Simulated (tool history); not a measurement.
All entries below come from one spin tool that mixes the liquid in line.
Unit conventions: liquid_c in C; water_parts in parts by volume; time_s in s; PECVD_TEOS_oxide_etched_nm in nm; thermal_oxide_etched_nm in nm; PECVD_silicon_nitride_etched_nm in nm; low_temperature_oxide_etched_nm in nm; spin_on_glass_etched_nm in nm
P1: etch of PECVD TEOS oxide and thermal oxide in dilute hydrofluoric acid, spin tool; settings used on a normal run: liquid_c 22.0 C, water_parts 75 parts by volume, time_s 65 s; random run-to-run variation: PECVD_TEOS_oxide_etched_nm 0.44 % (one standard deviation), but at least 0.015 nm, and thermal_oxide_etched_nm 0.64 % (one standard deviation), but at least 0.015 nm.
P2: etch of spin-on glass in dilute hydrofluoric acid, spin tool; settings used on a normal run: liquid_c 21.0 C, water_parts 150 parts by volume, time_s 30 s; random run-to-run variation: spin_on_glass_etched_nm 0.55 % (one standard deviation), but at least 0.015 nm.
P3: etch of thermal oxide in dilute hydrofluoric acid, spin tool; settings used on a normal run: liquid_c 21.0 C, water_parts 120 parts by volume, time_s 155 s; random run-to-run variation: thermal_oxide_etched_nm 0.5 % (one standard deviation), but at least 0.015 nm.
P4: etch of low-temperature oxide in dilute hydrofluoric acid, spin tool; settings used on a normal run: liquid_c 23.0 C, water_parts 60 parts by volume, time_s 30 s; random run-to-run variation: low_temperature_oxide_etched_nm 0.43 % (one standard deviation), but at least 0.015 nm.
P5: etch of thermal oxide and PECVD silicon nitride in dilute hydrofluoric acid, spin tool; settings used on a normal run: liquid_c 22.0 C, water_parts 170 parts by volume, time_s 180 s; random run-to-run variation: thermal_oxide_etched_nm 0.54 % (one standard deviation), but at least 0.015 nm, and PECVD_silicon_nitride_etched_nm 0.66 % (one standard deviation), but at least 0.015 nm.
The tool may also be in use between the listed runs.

run	hour	process	liquid_c	water_parts	time_s	hours since the thermometer was replaced	hours since the hydrofluoric acid flow meter was replaced	PECVD_TEOS_oxide_etched_nm	thermal_oxide_etched_nm	PECVD_silicon_nitride_etched_nm	low_temperature_oxide_etched_nm	spin_on_glass_etched_nm
1	2.8	P1	22.0	75	65	115.9	287.8	7.1990	4.05030			
2	6.1	P5	26.5	170	180	119.2	291.1		4.91680	4.68480		
3	10.6	P1	22.0	75	65	123.7	295.6	7.1707	4.05900			
4	13.1	P1	17.0	75	65	126.2	298.1	5.8406	3.29220			
# hour 15.7: thermometer replaced
5	17.0	P1	22.0	20	65	1.4	302.0	28.7980	16.44000			
6	20.9	P3	21.0	120	230	5.3	305.9		7.90860			
7	25.7	P5	22.0	170	180	10.1	310.7		4.12050	3.54540		
8	28.7	P1	22.0	75	65	13.1	313.7	7.1821	4.09970			
9	32.4	P4	30.5	60	30	16.8	317.4				14.1350	
10	36.3	P5	22.0	170	40	20.7	321.3		0.89359	0.77761		
11	38.8	P1	22.0	75	65	23.2	323.8	7.2172	4.11400			
12	41.0	P1	22.0	75	65	25.4	326.0	7.1659	4.06710			
13	43.2	P1	25.5	75	65	27.6	328.2	8.2874	4.70950			
14	45.5	P4	23.0	100	30	29.9	330.5				5.9745	
15	47.8	P4	23.0	60	30	32.2	332.8				10.5110	
16	50.0	P2	21.0	75	30	34.4	335.0					11.2040
17	52.2	P1	26.0	100	65	36.6	337.2	6.0594	3.49060			
18	56.7	P1	22.0	75	110	41.1	341.7	12.1620	6.83760			
19	59.9	P1	22.0	125	65	44.3	344.9	4.0728	2.33000			
20	62.5	P3	21.0	210	155	46.9	347.5		2.72990			
21	65.0	P2	21.0	150	30	49.4	350.0					5.1608
22	69.3	P2	21.0	150	15	53.7	354.3					2.5267
23	73.0	P5	22.0	80	180	57.4	358.0		9.59260	7.28950		
24	77.2	P4	23.0	60	55	61.6	362.2				19.1740	
25	80.2	P2	28.5	150	30	64.6	365.2					6.8686
26	84.5	P1	22.0	75	15	68.9	369.5	1.6785	0.95048			
27	89.0	P3	17.0	120	155	73.4	374.0		4.51840			
28	93.7	P3	21.0	120	155	78.1	378.7		5.36600			
29	97.2	P1	22.0	75	65	81.6	382.2	7.1971	4.05120			
30	101.1	P1	22.0	75	65	85.5	386.1	7.3289	4.17010			
31	103.7	P1	22.0	75	65	88.1	388.7	7.3562	4.20430			
32	106.1	P1	22.0	75	65	90.5	391.1	7.4337	4.26860			
33	109.5	P1	22.0	75	65	93.9	394.5	7.5471	4.30620			
34	114.2	P1	22.0	75	65	98.6	399.2	7.6720	4.28000			
35	117.9	P1	22.0	75	65	102.3	402.9	7.6565	4.36690			
36	120.9	P1	22.0	75	65	105.3	405.9	7.5879	4.33140			
37	124.7	P1	22.0	75	65	109.1	409.7	7.6415	4.35380			
38	127.3	P1	22.0	75	65	111.7	412.3	7.6578	4.35220			

What P1 gives has crept off from where it sat before. The 2 causes that follow fit the log equally well, each at the size noted:
A: liquid hotter than its thermometer reads (K) = 1.6
B: hydrofluoric acid flow above the setpoint (%) = 6.16
Creep in the process output first set in at about hour 97.2.

4 check runs are offered, each on 2 wafers whose results are averaged, their results left as question marks. Which one tells the causes apart?
check 1	129.9	P4	23.0	60	30						?	
check 2	129.9	P3	21.0	120	155				?			
check 3	129.9	P5	22.0	170	180				?	?		
check 4	129.9	P2	21.0	150	30							?

If the cause were each of the candidates in turn, the checks would give the following:
check	result	if A	if B
check 1	low_temperature_oxide_etched_nm	11.2230	11.2090
check 2	thermal_oxide_etched_nm	5.65420	5.67530
check 3	thermal_oxide_etched_nm	4.38160	4.42210
check 3	PECVD_silicon_nitride_etched_nm	3.87970	3.70950
check 4	spin_on_glass_etched_nm	5.4489	5.4846
Gap, in per cent, between the two causes that each check separates least, read from the result that separates them most: check 1 0.12 %; check 2 0.37 %; check 3 4.49 %; check 4 0.65 %
The causes can be told apart only by check 3. The other checks would give nearly the same results under each of them.

Check 3 was then run and gave: thermal_oxide_etched_nm 4.37060 nm; PECVD_silicon_nitride_etched_nm 3.89040 nm. Which cause is it?

The cause is A: liquid hotter than its thermometer reads (K).

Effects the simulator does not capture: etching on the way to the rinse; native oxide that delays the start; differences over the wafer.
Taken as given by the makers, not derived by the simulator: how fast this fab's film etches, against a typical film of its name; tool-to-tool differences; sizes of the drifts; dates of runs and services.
